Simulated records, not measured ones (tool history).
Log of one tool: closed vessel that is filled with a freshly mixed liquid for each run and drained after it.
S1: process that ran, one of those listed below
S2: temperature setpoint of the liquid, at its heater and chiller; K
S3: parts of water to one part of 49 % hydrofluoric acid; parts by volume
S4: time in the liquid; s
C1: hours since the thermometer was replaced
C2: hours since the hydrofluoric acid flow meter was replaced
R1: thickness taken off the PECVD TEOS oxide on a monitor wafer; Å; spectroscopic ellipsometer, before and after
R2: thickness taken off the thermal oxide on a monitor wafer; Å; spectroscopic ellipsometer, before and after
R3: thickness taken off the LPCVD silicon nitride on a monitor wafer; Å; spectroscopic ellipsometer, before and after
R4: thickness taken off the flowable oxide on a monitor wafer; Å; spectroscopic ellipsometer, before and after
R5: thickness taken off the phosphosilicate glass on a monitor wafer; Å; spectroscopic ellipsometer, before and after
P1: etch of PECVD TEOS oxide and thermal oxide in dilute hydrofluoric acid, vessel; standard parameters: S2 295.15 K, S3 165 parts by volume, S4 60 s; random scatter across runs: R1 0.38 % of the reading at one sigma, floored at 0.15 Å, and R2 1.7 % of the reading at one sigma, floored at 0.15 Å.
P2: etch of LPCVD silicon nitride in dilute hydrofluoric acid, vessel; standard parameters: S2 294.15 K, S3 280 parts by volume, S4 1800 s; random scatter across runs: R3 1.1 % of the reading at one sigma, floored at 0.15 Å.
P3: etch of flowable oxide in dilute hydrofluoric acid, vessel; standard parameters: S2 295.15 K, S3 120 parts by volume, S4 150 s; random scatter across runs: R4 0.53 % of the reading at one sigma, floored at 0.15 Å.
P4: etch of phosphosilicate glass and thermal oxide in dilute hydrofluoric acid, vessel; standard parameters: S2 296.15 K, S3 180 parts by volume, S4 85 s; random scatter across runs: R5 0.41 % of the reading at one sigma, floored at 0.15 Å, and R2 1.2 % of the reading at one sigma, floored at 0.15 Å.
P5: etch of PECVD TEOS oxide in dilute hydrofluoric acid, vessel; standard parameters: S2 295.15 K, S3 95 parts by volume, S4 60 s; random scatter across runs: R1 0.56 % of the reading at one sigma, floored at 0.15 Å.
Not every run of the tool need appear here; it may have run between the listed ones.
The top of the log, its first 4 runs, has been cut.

run,hour,S1,S2,S3,S4,C1,C2,R1,R2,R3,R4,R5
5,70.2,P2,294.15,280,1800,472.9,1144.4,,,25.034,,
6,86.6,P4,296.15,180,130,489.3,1160.8,,29.8480,,,452.07
7,94.3,P5,295.15,170,60,497.0,1168.5,39.296,,,,
8,104.9,P4,296.15,180,85,507.6,1179.1,,19.9060,,,294.82
9,112.9,P5,295.15,95,60,515.6,1187.1,76.446,,,,
10,122.1,P5,295.15,95,60,524.8,1196.3,77.245,,,,
11,138.5,P3,295.15,120,150,541.2,1212.7,,,,434.54,
12,147.6,P1,295.15,50,60,550.3,1221.8,254.740,54.5460,,,
13,161.3,P1,291.65,165,60,564.0,1235.5,58.804,12.7830,,,
14,173.1,P3,298.65,120,150,575.8,1247.3,,,,501.12,
15,188.4,P1,295.15,165,90,591.1,1262.6,101.940,21.1640,,,
16,203.9,P5,290.15,95,60,606.6,1278.1,61.686,,,,
17,220.8,P2,294.15,280,1800,623.5,1295.0,,,24.312,,
18,228.5,P1,301.15,165,30,631.2,1302.7,42.591,9.0524,,,
19,236.2,P1,295.15,165,30,638.9,1310.4,33.655,6.9535,,,
20,253.0,P2,294.15,280,730,655.7,1327.2,,,10.213,,
21,266.6,P4,296.15,300,85,669.3,1340.8,,10.1220,,,157.37
22,280.6,P1,295.15,165,60,683.3,1354.8,68.315,14.7670,,,
23,296.6,P5,295.15,95,30,699.3,1370.8,38.202,,,,
24,310.1,P1,295.15,300,60,712.8,1384.3,32.109,7.0740,,,
25,319.1,P4,290.15,180,85,721.8,1393.3,,15.2830,,,232.32
26,329.3,P2,302.15,280,1800,732.0,1403.5,,,39.240,,

Estimate the outcome of run 27 from the log above:
27,344.1,P1,295.15,165,60,746.8,1418.3,?,?,,,

{"run 27": {"R1": 68.263, "R2": 14.521}}

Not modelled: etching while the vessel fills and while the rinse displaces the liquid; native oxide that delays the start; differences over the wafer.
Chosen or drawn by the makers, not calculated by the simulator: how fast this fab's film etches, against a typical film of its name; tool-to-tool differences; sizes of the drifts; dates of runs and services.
